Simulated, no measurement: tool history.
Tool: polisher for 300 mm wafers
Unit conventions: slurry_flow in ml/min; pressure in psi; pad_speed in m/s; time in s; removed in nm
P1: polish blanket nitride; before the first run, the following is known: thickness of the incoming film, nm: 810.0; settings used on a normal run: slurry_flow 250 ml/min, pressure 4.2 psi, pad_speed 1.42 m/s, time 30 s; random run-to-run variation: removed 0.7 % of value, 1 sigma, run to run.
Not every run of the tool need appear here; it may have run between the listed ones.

run,hour,slurry_flow,pressure,pad_speed,time,wafers polished on this pad,hours since the slurry nozzle was cleaned,hours since the head pressure was calibrated,removed
1,8.8,250,4.2,1.42,30,245,406.6,503.4,91.026
2,15.5,250,2.1,1.42,30,330,413.3,510.1,46.049
3,24.2,250,6.3,1.42,30,441,422.0,518.8,137.570
4,30.9,250,4.2,1.42,30,526,428.7,525.5,91.878
5,40.5,250,4.2,1.42,30,647,438.3,535.1,92.376
6,48.4,250,4.2,1.42,30,748,446.2,543.0,91.915
7,56.4,150,4.2,1.42,30,849,454.2,551.0,84.861
# hour 62.0: worn pad replaced by a new one
# hour 63.8: slurry nozzle cleaned
8,64.0,250,4.2,1.42,30,25,0.2,558.6,91.861
9,73.4,250,4.2,2.22,30,145,9.6,568.0,131.220
10,81.7,250,4.2,1.42,20,250,17.9,576.3,62.002
11,91.7,250,4.2,1.42,40,377,27.9,586.3,123.640
12,99.3,250,4.2,1.00,42,473,35.5,593.9,96.401
13,108.2,250,4.2,0.70,30,586,44.4,602.8,51.762
14,114.1,250,4.2,1.42,30,661,50.3,608.7,89.986
15,122.2,385,4.2,1.42,30,764,58.4,616.8,95.782
16,131.3,250,4.2,1.42,30,879,67.5,625.9,91.364
17,137.6,250,4.2,1.42,30,959,73.8,632.2,90.989
18,146.7,250,4.2,1.42,30,1075,82.9,641.3,89.764
19,156.6,250,4.2,1.42,30,1200,92.8,651.2,89.334
# hour 163.0: worn pad replaced by a new one
20,163.0,250,4.2,1.42,30,0,99.2,657.6,88.943
21,171.3,250,4.2,1.42,30,105,107.5,665.9,88.411
22,177.0,250,4.2,1.42,30,178,113.2,671.6,87.704
23,183.9,250,4.2,1.42,30,265,120.1,678.5,88.257
24,189.6,250,4.2,1.42,30,338,125.8,684.2,89.034
25,194.3,250,4.2,1.42,30,397,130.5,688.9,88.176
26,202.8,250,4.2,1.42,30,505,139.0,697.4,87.709
27,210.4,250,4.2,1.42,30,602,146.6,705.0,88.213

The output of P1 has drifted from where it used to be. Each of the 2 causes below, taken at the size shown beside it, accounts for the log equally well:
A: head's pressure below its setpoint, % = 4.05
B: slurry flow missing at the pad, % = 28
The gradual shift began around hour 131.3.
All other causes, with the reason each is excluded:
removal rate lost through wear of the pad, %: its service at hour 163.0 followed the start of the drift and did not put the process back to its old value

Below are 4 check runs, each averaged over 5 wafers, with their results shown as question marks. Which of them would give clearly different results depending on which cause is behind the drift?
check 1,218.0,250,5.9,1.82,30,,,,?
check 2,218.0,150,4.2,1.42,30,,,,?
check 3,218.0,250,6.1,1.42,21,,,,?
check 4,218.0,250,2.6,2.18,30,,,,?

What each check would give under each cause:
check,result,if A,if B
check 1,removed,150.920,150.930
check 2,removed,82.106,80.086
check 3,removed,89.555,89.560
check 4,removed,76.837,76.841
Gap, in per cent, between the two causes that each check separates least, read from the result that separates them most: check 1 0.01 %; check 2 2.49 %; check 3 0.01 %; check 4 0.01 %
Only check 2 tells the causes apart: in the others they would give nearly the same result.

Check 2 was then run and gave: removed 81.707 nm. Which cause is it?

It was cause A: head's pressure below its setpoint, %.
